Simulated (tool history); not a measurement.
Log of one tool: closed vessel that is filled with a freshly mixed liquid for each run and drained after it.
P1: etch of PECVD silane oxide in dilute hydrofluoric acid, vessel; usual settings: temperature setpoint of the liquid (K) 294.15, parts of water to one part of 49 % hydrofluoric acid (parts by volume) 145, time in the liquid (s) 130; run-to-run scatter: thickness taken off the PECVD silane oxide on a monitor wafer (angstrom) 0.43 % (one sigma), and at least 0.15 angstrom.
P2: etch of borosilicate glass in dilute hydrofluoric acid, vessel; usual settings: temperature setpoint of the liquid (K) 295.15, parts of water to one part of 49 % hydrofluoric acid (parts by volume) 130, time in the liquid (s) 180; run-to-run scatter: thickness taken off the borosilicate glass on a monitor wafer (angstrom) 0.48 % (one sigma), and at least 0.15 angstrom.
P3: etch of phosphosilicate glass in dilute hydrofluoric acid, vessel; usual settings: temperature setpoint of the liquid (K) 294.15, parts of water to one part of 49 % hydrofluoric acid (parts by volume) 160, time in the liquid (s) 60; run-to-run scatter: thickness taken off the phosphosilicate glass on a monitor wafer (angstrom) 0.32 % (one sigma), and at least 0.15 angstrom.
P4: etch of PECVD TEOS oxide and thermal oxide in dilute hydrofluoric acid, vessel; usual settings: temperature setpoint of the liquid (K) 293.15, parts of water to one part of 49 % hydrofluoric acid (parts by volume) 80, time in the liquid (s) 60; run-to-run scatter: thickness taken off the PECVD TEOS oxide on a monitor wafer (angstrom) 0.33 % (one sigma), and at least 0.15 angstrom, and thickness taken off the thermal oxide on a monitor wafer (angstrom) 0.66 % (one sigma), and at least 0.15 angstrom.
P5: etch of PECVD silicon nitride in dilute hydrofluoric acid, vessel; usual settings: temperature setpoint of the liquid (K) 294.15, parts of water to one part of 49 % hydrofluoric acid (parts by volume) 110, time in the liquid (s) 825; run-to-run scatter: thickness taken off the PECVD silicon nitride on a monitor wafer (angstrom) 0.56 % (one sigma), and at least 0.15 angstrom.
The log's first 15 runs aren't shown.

run	hour	process that ran	temperature setpoint of the liquid (K)	parts of water to one part of 49 % hydrofluoric acid (parts by volume)	time in the liquid (s)	hours since the thermometer was replaced	hours since the hydrofluoric acid flow meter was replaced	thickness taken off the PECVD silane oxide on a monitor wafer (angstrom)	thickness taken off the PECVD silicon nitride on a monitor wafer (angstrom)	thickness taken off the PECVD TEOS oxide on a monitor wafer (angstrom)	thickness taken off the thermal oxide on a monitor wafer (angstrom)	thickness taken off the phosphosilicate glass on a monitor wafer (angstrom)	thickness taken off the borosilicate glass on a monitor wafer (angstrom)
16	135.3	P1	294.15	145	195	391.9	361.3	285.250					
17	146.7	P2	295.15	60	180	403.3	372.7						802.03
18	154.1	P2	295.15	130	180	410.7	380.1						342.01
19	166.0	P1	294.15	145	130	422.6	392.0	191.880					
20	172.8	P1	294.15	210	130	429.4	398.8	122.620					
21	181.7	P1	294.15	75	190	438.3	407.7	585.850					
22	186.9	P4	293.15	80	60	443.5	412.9			182.22	31.508		
23	197.9	P3	294.15	160	60	454.5	423.9					236.04	
24	205.1	P5	294.15	110	825	461.7	431.1		338.25				
25	210.8	P2	302.15	130	180	467.4	436.8						444.75
26	221.1	P2	295.15	130	360	477.7	447.1						682.29
27	228.2	P1	294.15	145	130	484.8	454.2	191.850					
28	234.9	P5	294.15	110	1320	491.5	460.9		544.59				
29	241.4	P1	294.15	145	130	498.0	467.4	191.950					
30	250.2	P4	293.15	80	60	506.8	476.2			182.89	31.188		
31	257.4	P1	290.15	145	130	514.0	483.4	162.550					
32	265.0	P3	294.15	160	30	521.6	491.0					117.30	
33	272.7	P1	290.15	145	225	529.3	498.7	284.250					
34	278.9	P4	293.15	80	110	535.5	504.9			333.25	57.213		
35	288.8	P1	299.65	145	130	545.4	514.8	235.750					
36	300.3	P1	294.15	145	130	556.9	526.3	190.550					
37	311.2	P1	294.15	145	130	567.8	537.2	183.400					
38	319.1	P1	294.15	145	130	575.7	545.1	178.920					

Forecast run 39:
39	327.2	P1	294.15	145	130	583.8	553.2	?					

{"run 39": {"thickness taken off the PECVD silane oxide on a monitor wafer (angstrom)": 178.13}}
